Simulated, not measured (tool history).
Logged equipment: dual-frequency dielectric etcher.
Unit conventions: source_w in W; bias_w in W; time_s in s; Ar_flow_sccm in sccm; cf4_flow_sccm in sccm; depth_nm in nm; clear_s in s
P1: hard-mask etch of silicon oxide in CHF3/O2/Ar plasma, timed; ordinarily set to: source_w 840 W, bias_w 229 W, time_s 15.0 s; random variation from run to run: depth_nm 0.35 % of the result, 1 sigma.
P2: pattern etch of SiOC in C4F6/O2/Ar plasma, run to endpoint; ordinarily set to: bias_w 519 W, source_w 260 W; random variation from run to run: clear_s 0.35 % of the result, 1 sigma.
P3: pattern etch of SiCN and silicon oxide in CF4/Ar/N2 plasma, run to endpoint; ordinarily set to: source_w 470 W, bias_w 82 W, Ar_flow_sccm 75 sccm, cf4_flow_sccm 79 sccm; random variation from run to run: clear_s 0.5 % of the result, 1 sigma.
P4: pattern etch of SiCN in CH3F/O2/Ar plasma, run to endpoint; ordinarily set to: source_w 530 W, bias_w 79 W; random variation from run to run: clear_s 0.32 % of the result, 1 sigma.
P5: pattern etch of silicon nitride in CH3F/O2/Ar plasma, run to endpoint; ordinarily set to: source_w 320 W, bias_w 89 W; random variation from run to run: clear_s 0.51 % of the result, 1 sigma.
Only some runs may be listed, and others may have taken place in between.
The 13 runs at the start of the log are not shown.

run	hour	process	source_w	bias_w	time_s	Ar_flow_sccm	cf4_flow_sccm	hours since the last wet clean	hours since the last source power generator calibration	hours since the last bias power generator calibration	depth_nm	clear_s
14	88.7	P4	530	79				13.9	3667.2	29.0		25.833
15	93.0	P1	510	229	15.0			18.2	3671.5	33.3	30.122	
16	101.4	P4	530	79				26.6	3679.9	41.7		25.811
17	106.5	P5	320	57				31.7	3685.0	46.8		55.954
# hour 107.8: source power generator calibrated
18	111.2	P2	320	519				36.4	3.5	51.5		12.238
19	117.8	P1	840	229	15.0			43.0	10.1	58.1	36.306	
20	126.7	P3	470	82		75	79	51.9	19.0	67.0		17.579
21	134.6	P3	470	82		45	79	59.8	26.9	74.9		16.449
22	140.8	P1	1080	229	15.0			66.0	33.1	81.1	40.081	
23	148.8	P2	260	519				74.0	41.1	89.1		13.188
24	156.5	P3	470	115		75	79	81.7	48.8	96.8		15.619
25	163.4	P2	260	382				88.6	55.7	103.7		14.777

What does the tool deliver on the next run?
26	170.7	P3	470	82		75	79	95.9	63.0	111.0		?

{"run 26": {"clear_s": 17.491}}
